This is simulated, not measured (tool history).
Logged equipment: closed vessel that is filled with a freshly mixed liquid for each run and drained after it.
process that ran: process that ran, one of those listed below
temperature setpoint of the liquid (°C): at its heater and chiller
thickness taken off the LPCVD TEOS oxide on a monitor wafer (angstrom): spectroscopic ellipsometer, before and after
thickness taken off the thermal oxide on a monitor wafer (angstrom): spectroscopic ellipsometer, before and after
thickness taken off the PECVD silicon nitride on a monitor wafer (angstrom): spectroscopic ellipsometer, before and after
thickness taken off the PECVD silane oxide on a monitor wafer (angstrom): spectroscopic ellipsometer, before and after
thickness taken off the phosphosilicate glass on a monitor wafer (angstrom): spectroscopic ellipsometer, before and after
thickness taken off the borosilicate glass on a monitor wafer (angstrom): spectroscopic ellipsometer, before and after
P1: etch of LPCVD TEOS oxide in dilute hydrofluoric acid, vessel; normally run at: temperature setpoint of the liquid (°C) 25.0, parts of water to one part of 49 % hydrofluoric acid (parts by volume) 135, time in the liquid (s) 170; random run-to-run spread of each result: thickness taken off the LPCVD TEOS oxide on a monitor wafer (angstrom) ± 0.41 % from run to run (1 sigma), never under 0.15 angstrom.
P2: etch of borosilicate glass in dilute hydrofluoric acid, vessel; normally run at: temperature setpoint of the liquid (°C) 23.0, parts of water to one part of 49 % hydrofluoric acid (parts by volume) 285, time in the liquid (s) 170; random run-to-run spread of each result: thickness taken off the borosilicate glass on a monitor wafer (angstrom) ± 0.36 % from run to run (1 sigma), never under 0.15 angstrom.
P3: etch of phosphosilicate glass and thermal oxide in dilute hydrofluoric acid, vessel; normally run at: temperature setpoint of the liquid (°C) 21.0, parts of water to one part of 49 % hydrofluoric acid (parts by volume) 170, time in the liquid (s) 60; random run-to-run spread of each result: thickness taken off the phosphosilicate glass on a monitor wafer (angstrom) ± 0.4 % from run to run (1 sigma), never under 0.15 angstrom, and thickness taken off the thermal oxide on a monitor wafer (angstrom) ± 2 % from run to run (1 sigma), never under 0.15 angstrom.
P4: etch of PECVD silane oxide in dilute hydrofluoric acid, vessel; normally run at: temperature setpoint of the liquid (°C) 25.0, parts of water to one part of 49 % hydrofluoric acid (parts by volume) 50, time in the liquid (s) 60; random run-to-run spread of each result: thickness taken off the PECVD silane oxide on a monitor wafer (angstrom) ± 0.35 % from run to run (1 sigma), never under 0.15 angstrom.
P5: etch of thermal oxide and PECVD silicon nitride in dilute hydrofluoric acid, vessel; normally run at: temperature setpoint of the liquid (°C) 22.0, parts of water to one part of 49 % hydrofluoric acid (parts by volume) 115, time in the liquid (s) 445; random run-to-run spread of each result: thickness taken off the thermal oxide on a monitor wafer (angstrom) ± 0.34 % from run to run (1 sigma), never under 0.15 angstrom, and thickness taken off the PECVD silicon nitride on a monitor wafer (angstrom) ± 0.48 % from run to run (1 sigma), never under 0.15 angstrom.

run,hour,process that ran,temperature setpoint of the liquid (°C),parts of water to one part of 49 % hydrofluoric acid (parts by volume),time in the liquid (s),hours since the thermometer was replaced,hours since the hydrofluoric acid flow meter was replaced,thickness taken off the LPCVD TEOS oxide on a monitor wafer (angstrom),thickness taken off the thermal oxide on a monitor wafer (angstrom),thickness taken off the PECVD silicon nitride on a monitor wafer (angstrom),thickness taken off the PECVD silane oxide on a monitor wafer (angstrom),thickness taken off the phosphosilicate glass on a monitor wafer (angstrom),thickness taken off the borosilicate glass on a monitor wafer (angstrom)
1,4.0,P1,25.0,135,170,596.5,511.3,215.950,,,,,
2,8.1,P1,30.0,135,170,600.6,515.4,257.590,,,,,
3,11.4,P1,25.0,135,170,603.9,518.7,214.680,,,,,
4,16.5,P1,25.0,135,170,609.0,523.8,214.040,,,,,
5,22.4,P1,25.0,135,295,614.9,529.7,371.790,,,,,
6,28.3,P1,25.0,85,170,620.8,535.6,360.250,,,,,
7,32.5,P1,25.0,135,30,625.0,539.8,37.835,,,,,
8,37.6,P5,22.0,115,445,630.1,544.9,,176.3300,190.770,,,
9,42.0,P4,25.0,50,60,634.5,549.3,,,,386.83,,
10,48.0,P1,25.0,135,170,640.5,555.3,213.230,,,,,
11,54.6,P4,32.5,50,60,647.1,561.9,,,,523.26,,
12,60.4,P5,30.0,115,445,652.9,567.7,,236.0900,321.010,,,
13,63.4,P3,21.0,170,90,655.9,570.7,,21.6170,,,410.40,
14,67.9,P4,25.0,50,30,660.4,575.2,,,,192.40,,
15,74.5,P2,23.0,285,170,667.0,581.8,,,,,,101.240
16,77.7,P5,22.0,35,445,670.2,585.0,,631.8100,616.110,,,
17,82.1,P5,22.0,115,445,674.6,589.4,,173.4800,191.220,,,
18,86.0,P5,22.0,115,30,678.5,593.3,,11.5650,12.976,,,
19,89.5,P2,23.0,85,170,682.0,596.8,,,,,,418.160
20,93.5,P3,17.0,170,60,686.0,600.8,,12.2720,,,232.98,
21,99.8,P2,23.0,285,275,692.3,607.1,,,,,,163.080
22,104.7,P4,25.0,20,60,697.2,612.0,,,,1003.30,,
23,111.4,P1,17.0,135,170,703.9,618.7,157.110,,,,,
24,115.1,P3,21.0,170,60,707.6,622.4,,13.6700,,,271.81,
25,120.8,P2,17.0,285,170,713.3,628.1,,,,,,80.655
26,124.6,P1,25.0,185,170,717.1,631.9,147.690,,,,,
27,129.3,P1,29.5,135,300,721.8,636.6,447.470,,,,,
28,132.5,P3,21.0,250,60,725.0,639.8,,8.7417,,,171.15,
29,138.0,P1,25.0,135,170,730.5,645.3,215.230,,,,,
30,144.5,P1,25.0,135,170,737.0,651.8,206.840,,,,,
31,148.1,P1,25.0,135,170,740.6,655.4,203.720,,,,,
32,154.7,P1,25.0,135,170,747.2,662.0,201.230,,,,,
33,157.6,P1,25.0,135,170,750.1,664.9,200.840,,,,,
34,162.1,P1,25.0,135,170,754.6,669.4,200.390,,,,,
35,167.6,P1,25.0,135,170,760.1,674.9,201.080,,,,,
36,170.5,P1,25.0,135,170,763.0,677.8,200.010,,,,,

Compared with where it was, what P1 gives has crept away. Each cause listed below fits the log as well as the rest, at the size given for it:
A: liquid colder than its thermometer reads (K) = 1.76
B: hydrofluoric acid flow below the setpoint (%) = 5.66
The gradual shift began around hour 138.0.

4 check runs are offered, one wafer each, their results left as question marks. Which one tells the causes apart?
check 1,173.4,P5,29.5,75,445,,,,?,?,,,
check 2,173.4,P3,17.5,170,85,,,,?,,,?,
check 3,173.4,P4,28.0,50,30,,,,,,?,,
check 4,173.4,P2,17.0,285,170,,,,,,,,?

Outcome of each check run for each possible cause:
check,result,if A,if B
check 1,thickness taken off the thermal oxide on a monitor wafer (angstrom),354.0700,355.3000
check 1,thickness taken off the PECVD silicon nitride on a monitor wafer (angstrom),426.650,450.750
check 2,thickness taken off the thermal oxide on a monitor wafer (angstrom),16.1500,16.2090
check 2,thickness taken off the phosphosilicate glass on a monitor wafer (angstrom),313.43,314.58
check 3,thickness taken off the PECVD silane oxide on a monitor wafer (angstrom),202.62,204.25
check 4,thickness taken off the borosilicate glass on a monitor wafer (angstrom),75.516,75.158
Gap, in per cent, between the two causes that each check separates least, read from the result that separates them most: check 1 5.5 %; check 2 0.36 %; check 3 0.8 %; check 4 0.48 %
Check 1 is the one run that separates the causes; every other check would come out nearly the same whichever cause is at work.

Check 1 was carried out, with these results: thickness taken off the thermal oxide on a monitor wafer (angstrom) 353.0100; thickness taken off the PECVD silicon nitride on a monitor wafer (angstrom) 427.600. Which of the listed causes is responsible?

The correct cause is A, namely: liquid colder than its thermometer reads (K).
